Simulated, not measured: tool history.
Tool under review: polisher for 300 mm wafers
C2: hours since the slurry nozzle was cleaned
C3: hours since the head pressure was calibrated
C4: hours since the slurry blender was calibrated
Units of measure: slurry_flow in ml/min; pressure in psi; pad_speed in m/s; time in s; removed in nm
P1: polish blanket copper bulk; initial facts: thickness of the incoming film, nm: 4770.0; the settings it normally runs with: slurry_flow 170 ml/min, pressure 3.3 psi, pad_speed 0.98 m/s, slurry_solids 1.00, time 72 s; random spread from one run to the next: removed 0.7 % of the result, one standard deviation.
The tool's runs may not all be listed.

run 1 hour=9.6 | slurry_flow=170 pressure=3.3 pad_speed=0.98 slurry_solids=1.00 time=72 | wafers_polished_on_this_pad=512 C2=168.6 C3=134.4 C4=142.4 | removed=625.04
run 2 hour=24.5 | slurry_flow=170 pressure=3.3 pad_speed=0.44 slurry_solids=1.00 time=72 | wafers_polished_on_this_pad=600 C2=183.5 C3=149.3 C4=157.3 | removed=280.63
run 3 hour=36.0 | slurry_flow=170 pressure=3.3 pad_speed=0.98 slurry_solids=1.00 time=110 | wafers_polished_on_this_pad=668 C2=195.0 C3=160.8 C4=168.8 | removed=971.97
run 4 hour=51.8 | slurry_flow=170 pressure=3.3 pad_speed=0.98 slurry_solids=1.40 time=72 | wafers_polished_on_this_pad=761 C2=210.8 C3=176.6 C4=184.6 | removed=687.39
run 5 hour=60.4 | slurry_flow=170 pressure=3.3 pad_speed=0.98 slurry_solids=1.00 time=72 | wafers_polished_on_this_pad=812 C2=219.4 C3=185.2 C4=193.2 | removed=634.74
run 6 hour=70.9 | slurry_flow=170 pressure=4.8 pad_speed=0.98 slurry_solids=1.00 time=72 | wafers_polished_on_this_pad=873 C2=229.9 C3=195.7 C4=203.7 | removed=935.93
run 7 hour=84.2 | slurry_flow=100 pressure=3.3 pad_speed=0.98 slurry_solids=1.40 time=72 | wafers_polished_on_this_pad=952 C2=243.2 C3=209.0 C4=217.0 | removed=616.28
run 8 hour=98.6 | slurry_flow=235 pressure=3.3 pad_speed=0.46 slurry_solids=1.00 time=72 | wafers_polished_on_this_pad=1037 C2=257.6 C3=223.4 C4=231.4 | removed=310.49
run 9 hour=109.0 | slurry_flow=170 pressure=3.3 pad_speed=0.98 slurry_solids=0.55 time=72 | wafers_polished_on_this_pad=1098 C2=268.0 C3=233.8 C4=241.8 | removed=555.75
run 10 hour=118.4 | slurry_flow=250 pressure=3.3 pad_speed=0.98 slurry_solids=1.00 time=72 | wafers_polished_on_this_pad=1153 C2=277.4 C3=243.2 C4=251.2 | removed=657.55
run 11 hour=131.5 | slurry_flow=170 pressure=3.3 pad_speed=0.98 slurry_solids=1.00 time=72 | wafers_polished_on_this_pad=1231 C2=290.5 C3=256.3 C4=264.3 | removed=629.88
run 12 hour=138.4 | slurry_flow=170 pressure=3.3 pad_speed=1.32 slurry_solids=1.00 time=72 | wafers_polished_on_this_pad=1271 C2=297.4 C3=263.2 C4=271.2 | removed=851.49
run 13 hour=152.7 | slurry_flow=170 pressure=2.3 pad_speed=0.98 slurry_solids=1.00 time=72 | wafers_polished_on_this_pad=1356 C2=311.7 C3=277.5 C4=285.5 | removed=439.49
run 14 hour=160.5 | slurry_flow=115 pressure=3.3 pad_speed=0.98 slurry_solids=1.00 time=72 | wafers_polished_on_this_pad=1402 C2=319.5 C3=285.3 C4=293.3 | removed=588.15
run 15 hour=173.9 | slurry_flow=170 pressure=2.4 pad_speed=0.98 slurry_solids=1.00 time=106 | wafers_polished_on_this_pad=1481 C2=332.9 C3=298.7 C4=306.7 | removed=680.41
run 16 hour=186.7 | slurry_flow=170 pressure=3.3 pad_speed=0.98 slurry_solids=1.00 time=72 | wafers_polished_on_this_pad=1556 C2=345.7 C3=311.5 C4=319.5 | removed=634.90
run 17 hour=197.5 | slurry_flow=170 pressure=3.3 pad_speed=0.98 slurry_solids=1.00 time=72 | wafers_polished_on_this_pad=1620 C2=356.5 C3=322.3 C4=330.3 | removed=627.65
run 18 hour=208.0 | slurry_flow=170 pressure=3.3 pad_speed=0.98 slurry_solids=1.00 time=72 | wafers_polished_on_this_pad=1682 C2=367.0 C3=332.8 C4=340.8 | removed=624.81
run 19 hour=215.5 | slurry_flow=170 pressure=3.3 pad_speed=0.98 slurry_solids=1.00 time=47 | wafers_polished_on_this_pad=1726 C2=374.5 C3=340.3 C4=348.3 | removed=409.99
run 20 hour=228.8 | slurry_flow=170 pressure=3.3 pad_speed=0.98 slurry_solids=1.00 time=72 | wafers_polished_on_this_pad=1804 C2=387.8 C3=353.6 C4=361.6 | removed=626.52
run 21 hour=244.8 | slurry_flow=170 pressure=3.3 pad_speed=0.98 slurry_solids=1.00 time=72 | wafers_polished_on_this_pad=1899 C2=403.8 C3=369.6 C4=377.6 | removed=636.98

Run 22 is up next; what results do you expect?
run 22 hour=256.4 | slurry_flow=170 pressure=3.3 pad_speed=0.98 slurry_solids=1.00 time=72 | wafers_polished_on_this_pad=1967 C2=415.4 C3=381.2 C4=389.2 | removed=?

For run 22 the tool returned removed 613.46 nm.

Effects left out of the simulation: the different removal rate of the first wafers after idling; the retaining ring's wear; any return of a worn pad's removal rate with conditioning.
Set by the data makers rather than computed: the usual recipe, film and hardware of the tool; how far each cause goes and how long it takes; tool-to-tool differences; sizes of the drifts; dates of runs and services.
